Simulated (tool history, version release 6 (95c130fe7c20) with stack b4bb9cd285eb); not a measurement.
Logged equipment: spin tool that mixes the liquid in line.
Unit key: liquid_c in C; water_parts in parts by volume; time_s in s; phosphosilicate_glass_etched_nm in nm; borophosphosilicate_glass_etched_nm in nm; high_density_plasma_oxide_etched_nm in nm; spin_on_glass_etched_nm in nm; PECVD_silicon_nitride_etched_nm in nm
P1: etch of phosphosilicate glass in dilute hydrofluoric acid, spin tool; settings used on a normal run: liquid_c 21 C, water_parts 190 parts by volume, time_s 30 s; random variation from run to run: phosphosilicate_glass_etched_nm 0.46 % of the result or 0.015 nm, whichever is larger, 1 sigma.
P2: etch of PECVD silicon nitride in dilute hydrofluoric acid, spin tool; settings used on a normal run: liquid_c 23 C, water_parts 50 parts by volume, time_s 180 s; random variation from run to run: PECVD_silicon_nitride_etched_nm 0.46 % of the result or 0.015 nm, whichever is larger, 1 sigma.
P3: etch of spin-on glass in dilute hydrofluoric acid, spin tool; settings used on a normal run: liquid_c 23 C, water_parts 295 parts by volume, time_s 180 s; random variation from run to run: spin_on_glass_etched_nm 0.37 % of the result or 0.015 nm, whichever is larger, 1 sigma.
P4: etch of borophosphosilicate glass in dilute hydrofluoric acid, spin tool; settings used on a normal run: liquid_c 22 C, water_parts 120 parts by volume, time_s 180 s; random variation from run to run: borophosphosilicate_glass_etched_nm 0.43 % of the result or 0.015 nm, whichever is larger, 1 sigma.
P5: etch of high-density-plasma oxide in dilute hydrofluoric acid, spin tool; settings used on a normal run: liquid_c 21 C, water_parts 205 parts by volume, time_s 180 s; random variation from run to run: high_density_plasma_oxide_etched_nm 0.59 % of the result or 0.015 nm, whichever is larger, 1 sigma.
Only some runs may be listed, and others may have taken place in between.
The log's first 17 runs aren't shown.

| run | hour | process | liquid_c | water_parts | time_s | hours since the thermometer was replaced | hours since the hydrofluoric acid flow meter was replaced | phosphosilicate_glass_etched_nm | borophosphosilicate_glass_etched_nm | high_density_plasma_oxide_etched_nm | spin_on_glass_etched_nm | PECVD_silicon_nitride_etched_nm |
|---|---|---|---|---|---|---|---|---|---|---|---|---|
| 18 | 240.1 | P4 | 22 | 220 | 180 | 781.8 | 1477.5 |  | 18.804 |  |  |  |
| 19 | 250.8 | P1 | 21 | 190 | 30 | 792.5 | 1488.2 | 15.664 |  |  |  |  |
| 20 | 261.3 | P2 | 17 | 50 | 180 | 803 | 1498.7 |  |  |  |  | 9.254 |
| 21 | 276.5 | P5 | 21 | 205 | 15 | 818.2 | 1513.9 |  |  | 0.26995 |  |  |
| 22 | 294.6 | P3 | 23 | 295 | 180 | 836.3 | 1532 |  |  |  | 26.679 |  |
| 23 | 304.4 | P1 | 21 | 190 | 30 | 846.1 | 1541.8 | 15.615 |  |  |  |  |
| 24 | 316.2 | P4 | 17 | 120 | 180 | 857.9 | 1553.6 |  | 31.274 |  |  |  |
| 25 | 327.3 | P2 | 23 | 50 | 180 | 869 | 1564.7 |  |  |  |  | 14.093 |
| 26 | 341.9 | P1 | 21 | 190 | 15 | 883.6 | 1579.3 | 7.758 |  |  |  |  |
| 27 | 354.8 | P1 | 21 | 325 | 30 | 896.5 | 1592.2 | 8.046 |  |  |  |  |
| 28 | 370.6 | P1 | 21 | 190 | 60 | 912.3 | 1608 | 31.423 |  |  |  |  |
| 29 | 381.6 | P1 | 21 | 320 | 55 | 923.3 | 1619 | 14.993 |  |  |  |  |
| 30 | 396.4 | P1 | 17 | 190 | 30 | 938.1 | 1633.8 | 13.338 |  |  |  |  |
| 31 | 411.9 | P2 | 23 | 20 | 180 | 953.6 | 1649.3 |  |  |  |  | 34.247 |
| 32 | 427.3 | P1 | 21 | 190 | 30 | 969 | 1664.7 | 15.595 |  |  |  |  |
| 33 | 435.7 | P1 | 21 | 190 | 30 | 977.4 | 1673.1 | 15.369 |  |  |  |  |
| 34 | 452.5 | P1 | 21 | 190 | 30 | 994.2 | 1689.9 | 15.331 |  |  |  |  |
| 35 | 465.5 | P1 | 21 | 190 | 30 | 1007.2 | 1702.9 | 15.14 |  |  |  |  |
| 36 | 485 | P1 | 21 | 190 | 30 | 1026.7 | 1722.4 | 14.91 |  |  |  |  |
| 37 | 495 | P1 | 21 | 190 | 30 | 1036.7 | 1732.4 | 14.815 |  |  |  |  |
| 38 | 512.1 | P1 | 21 | 190 | 30 | 1053.8 | 1749.5 | 14.915 |  |  |  |  |

What does the tool deliver on the next run?
| 39 | 527.5 | P1 | 21 | 190 | 30 | 1069.2 | 1764.9 | ? |  |  |  |  |

{"run 39": {"phosphosilicate_glass_etched_nm": 14.77}}
